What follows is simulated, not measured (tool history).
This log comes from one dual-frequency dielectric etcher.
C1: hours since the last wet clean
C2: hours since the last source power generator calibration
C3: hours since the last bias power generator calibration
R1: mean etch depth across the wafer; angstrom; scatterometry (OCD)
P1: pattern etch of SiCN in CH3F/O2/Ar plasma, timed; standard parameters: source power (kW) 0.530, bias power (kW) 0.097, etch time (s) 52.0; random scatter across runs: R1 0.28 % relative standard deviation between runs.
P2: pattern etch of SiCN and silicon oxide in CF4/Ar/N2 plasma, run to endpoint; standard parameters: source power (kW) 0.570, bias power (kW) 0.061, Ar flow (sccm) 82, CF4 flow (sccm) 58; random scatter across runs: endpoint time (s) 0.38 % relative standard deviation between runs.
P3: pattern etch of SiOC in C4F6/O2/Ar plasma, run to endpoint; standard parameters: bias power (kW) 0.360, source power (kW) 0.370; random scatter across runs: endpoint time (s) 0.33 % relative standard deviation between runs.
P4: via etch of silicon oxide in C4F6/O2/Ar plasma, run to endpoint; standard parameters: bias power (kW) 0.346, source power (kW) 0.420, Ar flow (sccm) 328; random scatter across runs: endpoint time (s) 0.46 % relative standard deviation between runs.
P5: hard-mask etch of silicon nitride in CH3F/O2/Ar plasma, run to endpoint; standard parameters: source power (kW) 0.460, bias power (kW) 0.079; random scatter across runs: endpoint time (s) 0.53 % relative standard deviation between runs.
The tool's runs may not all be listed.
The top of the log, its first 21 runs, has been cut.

Run 22, day 10.688: process that ran P1, source power (kW) 0.530, bias power (kW) 0.097, etch time (s) 78.0; C1 740.3; C2 2996.8; C3 1219.9. Result: R1 360.31 angstrom.
Run 23, day 11.250: process that ran P1, source power (kW) 0.530, bias power (kW) 0.115, etch time (s) 52.0; C1 753.8; C2 3010.3; C3 1233.4. Result: R1 257.64 angstrom.
Run 24, day 11.529: process that ran P1, source power (kW) 0.530, bias power (kW) 0.097, etch time (s) 52.0; C1 760.5; C2 3017.0; C3 1240.1. Result: R1 240.07 angstrom.
At day 11.729: source power generator calibrated.
Run 25, day 11.817: process that ran P4, source power (kW) 0.420, bias power (kW) 0.346, Ar flow (sccm) 258; C1 767.4; C2 2.2; C3 1247.0. Result: endpoint time (s) 21.9090.
Run 26, day 12.308: process that ran P1, source power (kW) 0.530, bias power (kW) 0.132, etch time (s) 70.5; C1 779.2; C2 14.0; C3 1258.8. Result: R1 365.94 angstrom.
Run 27, day 12.654: process that ran P2, source power (kW) 0.570, bias power (kW) 0.061, Ar flow (sccm) 82, CF4 flow (sccm) 58; C1 787.5; C2 22.3; C3 1267.1. Result: endpoint time (s) 9.1314.
Run 28, day 12.946: process that ran P1, source power (kW) 0.530, bias power (kW) 0.097, etch time (s) 52.0; C1 794.5; C2 29.3; C3 1274.1. Result: R1 240.38 angstrom.
Run 29, day 13.238: process that ran P5, source power (kW) 0.600, bias power (kW) 0.079; C1 801.5; C2 36.3; C3 1281.1. Result: endpoint time (s) 41.1020.
Run 30, day 13.883: process that ran P5, source power (kW) 0.460, bias power (kW) 0.047; C1 817.0; C2 51.8; C3 1296.6. Result: endpoint time (s) 53.8330.
Run 31, day 14.525: process that ran P1, source power (kW) 0.530, bias power (kW) 0.097, etch time (s) 52.0; C1 832.4; C2 67.2; C3 1312.0. Result: R1 240.14 angstrom.
Run 32, day 14.900: process that ran P1, source power (kW) 0.530, bias power (kW) 0.097, etch time (s) 52.0; C1 841.4; C2 76.2; C3 1321.0. Result: R1 241.48 angstrom.
Run 33, day 15.192: process that ran P1, source power (kW) 0.530, bias power (kW) 0.097, etch time (s) 52.0; C1 848.4; C2 83.2; C3 1328.0. Result: R1 241.28 angstrom.
Run 34, day 15.808: process that ran P1, source power (kW) 0.530, bias power (kW) 0.097, etch time (s) 52.0; C1 863.2; C2 98.0; C3 1342.8. Result: R1 244.44 angstrom.
Run 35, day 16.108: process that ran P1, source power (kW) 0.530, bias power (kW) 0.097, etch time (s) 52.0; C1 870.4; C2 105.2; C3 1350.0. Result: R1 243.14 angstrom.
Run 36, day 16.421: process that ran P1, source power (kW) 0.530, bias power (kW) 0.097, etch time (s) 52.0; C1 877.9; C2 112.7; C3 1357.5. Result: R1 243.84 angstrom.
Run 37, day 16.858: process that ran P1, source power (kW) 0.530, bias power (kW) 0.097, etch time (s) 52.0; C1 888.4; C2 123.2; C3 1368.0. Result: R1 243.09 angstrom.
Run 38, day 17.492: process that ran P1, source power (kW) 0.530, bias power (kW) 0.097, etch time (s) 52.0; C1 903.6; C2 138.4; C3 1383.2. Result: R1 245.07 angstrom.
Run 39, day 18.104: process that ran P1, source power (kW) 0.530, bias power (kW) 0.097, etch time (s) 52.0; C1 918.3; C2 153.1; C3 1397.9. Result: R1 243.29 angstrom.
At day 18.362: wet clean of the chamber.
Run 40, day 18.638: process that ran P1, source power (kW) 0.530, bias power (kW) 0.097, etch time (s) 52.0; C1 6.7; C2 165.9; C3 1410.7. Result: R1 243.54 angstrom.

Expected results for the next run?
Run 41, day 19.133: process that ran P1, source power (kW) 0.530, bias power (kW) 0.097, etch time (s) 52.0; C1 18.6; C2 177.8; C3 1422.6. Result: R1 ?.

Run 41 yielded R1 244.00 angstrom.

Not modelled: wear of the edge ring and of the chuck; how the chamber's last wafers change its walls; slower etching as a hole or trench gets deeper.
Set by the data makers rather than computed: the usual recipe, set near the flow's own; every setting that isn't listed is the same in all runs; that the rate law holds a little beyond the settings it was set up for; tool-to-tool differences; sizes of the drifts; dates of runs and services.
